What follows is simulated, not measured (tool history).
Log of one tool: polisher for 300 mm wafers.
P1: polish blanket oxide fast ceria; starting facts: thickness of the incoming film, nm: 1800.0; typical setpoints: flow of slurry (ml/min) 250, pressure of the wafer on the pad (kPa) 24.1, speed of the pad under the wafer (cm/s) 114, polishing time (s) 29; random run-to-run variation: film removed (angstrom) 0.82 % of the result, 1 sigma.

| run | hour | flow of slurry (ml/min) | pressure of the wafer on the pad (kPa) | speed of the pad under the wafer (cm/s) | polishing time (s) | film removed (angstrom) |
|---|---|---|---|---|---|---|
| 1 | 9.1 | 250 | 24.1 | 114 | 29 | 6951 |
| 2 | 17.5 | 250 | 12.4 | 78 | 29 | 2453.5 |
| 3 | 27 | 250 | 24.1 | 114 | 20 | 4719.7 |
| 4 | 34.2 | 250 | 35.9 | 114 | 29 | 10220 |
| 5 | 43.8 | 250 | 24.1 | 166 | 29 | 10039 |
| 6 | 53.6 | 250 | 24.1 | 114 | 29 | 6841.1 |
| 7 | 62.8 | 250 | 11.7 | 114 | 29 | 3346.3 |
| 8 | 68.1 | 165 | 24.1 | 114 | 29 | 6602.5 |
| 9 | 74.6 | 250 | 24.1 | 52 | 29 | 3192.2 |
| 10 | 83 | 250 | 24.1 | 114 | 29 | 6894.2 |
|  | 84.9 | slurry nozzle cleaned |
| 11 | 88.2 | 250 | 24.1 | 114 | 29 | 6956.4 |
| 12 | 98.1 | 250 | 24.1 | 114 | 44 | 10547 |
| 13 | 107.3 | 385 | 24.1 | 114 | 29 | 7230.9 |
| 14 | 113 | 250 | 24.1 | 114 | 29 | 6917.8 |
| 15 | 121.3 | 250 | 24.1 | 114 | 29 | 6595.5 |
| 16 | 126.4 | 250 | 24.1 | 114 | 29 | 6532.2 |
| 17 | 132 | 250 | 24.1 | 114 | 29 | 6521.7 |
|  | 136.1 | head pressure recalibrated |
| 18 | 136.8 | 250 | 24.1 | 114 | 29 | 6539.3 |
| 19 | 142 | 250 | 24.1 | 114 | 29 | 6561.7 |
| 20 | 148.3 | 250 | 24.1 | 114 | 29 | 6587.8 |

P1 no longer gives what it gave before; its output has crept away from where it was. The following 2 causes, each at its listed size, fit the log equally well:
A: removal rate lost through wear of the pad, % = 5.6
B: slurry flow missing at the pad, % = 35.4
The drift started at roughly hour 113.
Why every other cause is out:
head's pressure below its setpoint, %: its service at hour 136.1 followed the start of the drift and did not put the process back to its old value

The 4 check runs listed below each average the results of 5 wafers, and their outcomes are marked with question marks. Under which run would the listed causes produce clearly different results?
| check 1 | 154.6 | 165 | 24.1 | 114 | 29 | ? |
| check 2 | 154.6 | 250 | 29 | 114 | 29 | ? |
| check 3 | 154.6 | 250 | 24.1 | 114 | 22 | ? |
| check 4 | 154.6 | 250 | 31 | 114 | 29 | ? |

Predicted outcomes, by check and by cause:
| check | result | if A | if B |
|---|---|---|---|
| check 1 | film removed (angstrom) | 6179.3 | 6014.8 |
| check 2 | film removed (angstrom) | 7827.7 | 7828.3 |
| check 3 | film removed (angstrom) | 4948.6 | 4948.9 |
| check 4 | film removed (angstrom) | 8386.9 | 8387.5 |
Separation of the two closest causes in each check, using whichever result separates them best: check 1 2.7 %; check 2 0.01 %; check 3 0.01 %; check 4 0.01 %
The causes can be told apart only by check 1. The other checks would give nearly the same results under each of them.

Check 1 was then run and gave: film removed (angstrom) 6194.3. Which cause is it?

The correct cause is A, namely: removal rate lost through wear of the pad, %.
